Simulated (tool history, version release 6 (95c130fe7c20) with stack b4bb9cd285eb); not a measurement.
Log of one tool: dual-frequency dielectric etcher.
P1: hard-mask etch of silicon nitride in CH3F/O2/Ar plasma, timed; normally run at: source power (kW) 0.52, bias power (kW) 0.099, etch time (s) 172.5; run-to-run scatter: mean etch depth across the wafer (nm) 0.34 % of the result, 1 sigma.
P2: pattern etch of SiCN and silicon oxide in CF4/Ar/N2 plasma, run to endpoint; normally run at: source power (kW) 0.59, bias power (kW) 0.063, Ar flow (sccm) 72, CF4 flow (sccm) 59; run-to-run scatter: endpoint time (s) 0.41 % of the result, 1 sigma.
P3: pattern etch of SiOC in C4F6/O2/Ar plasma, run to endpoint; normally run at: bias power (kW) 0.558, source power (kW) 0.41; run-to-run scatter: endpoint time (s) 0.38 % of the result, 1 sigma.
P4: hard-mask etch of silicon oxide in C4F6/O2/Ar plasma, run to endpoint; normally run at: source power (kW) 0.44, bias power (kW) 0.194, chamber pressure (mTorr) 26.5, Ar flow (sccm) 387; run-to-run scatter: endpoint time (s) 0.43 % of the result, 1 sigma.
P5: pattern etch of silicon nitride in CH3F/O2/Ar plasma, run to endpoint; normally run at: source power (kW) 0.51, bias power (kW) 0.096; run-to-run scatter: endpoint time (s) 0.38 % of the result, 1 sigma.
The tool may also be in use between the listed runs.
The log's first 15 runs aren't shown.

run   hour  process that ran  source power (kW)  bias power (kW)  etch time (s)  Ar flow (sccm)  CF4 flow (sccm)  chamber pressure (mTorr)  mean etch depth across the wafer (nm)  endpoint time (s)
 16  130.5                P1               0.52            0.099          172.5                                                                                            146.86
 17  140.7                P1               0.52            0.075          172.5                                                                                            132.15
 18  148.9                P3               0.41            0.455                                                                                                                              10.737
 19  154.2                P2               0.76            0.063                             72               59                                                                              9.2856
 20  160.1                P1               0.52            0.117            136                                                                                            122.16
 21  168.3                P4               0.61            0.194                            387                                       26.5                                                    65.421
 22  176.7                P1               0.52            0.099          172.5                                                                                            145.94
 23    184                P2               0.59            0.063                             72               59                                                                              11.502
 24  190.3                P4               0.44            0.194                            387                                       26.5                                                    74.706
 25  198.2                P5               0.41            0.096                                                                                                                              75.601
 26  207.1                P1               0.36            0.099          172.5                                                                                            127.04
 27  216.9                P3               0.52            0.558                                                                                                                              9.1049
 28  225.1                P2               0.59            0.063                             51               59                                                                                11.1
 29  232.3                P1               0.52            0.099          172.5                                                                                            145.98
 30  240.9                P4               0.44             0.15                            387                                       26.5                                                    80.748
 31  247.1                P1               0.52            0.099          172.5                                                                                            146.37
 32  256.8                P3               0.41            0.558                                                                                                                              9.9979
 33  264.1                P1               0.52            0.099          172.5                                                                                            145.74
 34  273.6                P1               0.52            0.099          172.5                                                                                            144.02
 35    283                P1               0.52            0.099          172.5                                                                                            144.89
     289.7  -- wet clean of the chamber
 36  292.1                P1               0.52            0.099          172.5                                                                                            143.64
 37  298.6                P1               0.52            0.099          172.5                                                                                            143.27
 38  308.4                P1               0.52            0.099          172.5                                                                                            143.04

The next listed run, before its measurement:
 39  317.4                P1               0.52            0.099          172.5                                                                                                 ?

Run 39 gave mean etch depth across the wafer (nm) 143.55.
